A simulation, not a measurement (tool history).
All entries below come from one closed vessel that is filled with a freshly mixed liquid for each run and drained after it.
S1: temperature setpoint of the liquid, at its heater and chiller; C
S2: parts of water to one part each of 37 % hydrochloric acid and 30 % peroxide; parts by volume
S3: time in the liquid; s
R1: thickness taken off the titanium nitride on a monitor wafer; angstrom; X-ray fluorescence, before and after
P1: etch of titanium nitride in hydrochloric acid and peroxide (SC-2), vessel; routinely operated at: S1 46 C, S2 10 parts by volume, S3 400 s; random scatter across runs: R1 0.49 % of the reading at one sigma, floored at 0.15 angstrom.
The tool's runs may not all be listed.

run,hour,S1,S2,S3,R1
1,4.9,46,10,400,41.088
2,12.3,35,10,30,1.6078
3,21.4,46,4,400,83.915
4,26.8,58.5,15.5,400,65.254
5,33.4,46,10,30,3.1456
6,41.2,46,10,400,41.792
7,48.2,46,10,690,72.275
8,56.7,46,10,400,41.532
9,61.1,61.5,10,400,114.25
10,70,46,16,400,27.831
11,78.3,46,10,400,41.457
12,85.7,35,10,400,19.336
13,92.6,46,10,400,42.095
14,100.1,46,10,400,40.286
15,104.8,46,10,400,39.512
16,111.6,46,10,400,38.624
17,120,46,10,400,38.391
18,123.9,46,10,400,38.181
19,132.4,46,10,400,38.251
# hour 134.7: new drum of peroxide connected
20,140.7,46,10,400,37.832
21,146.2,46,10,400,37.653
22,150.6,46,10,400,37.879
23,159.5,46,10,400,37.943

What will run 24 give?
24,165.8,46,10,400,?

Run 24 produced R1 37.101 angstrom.
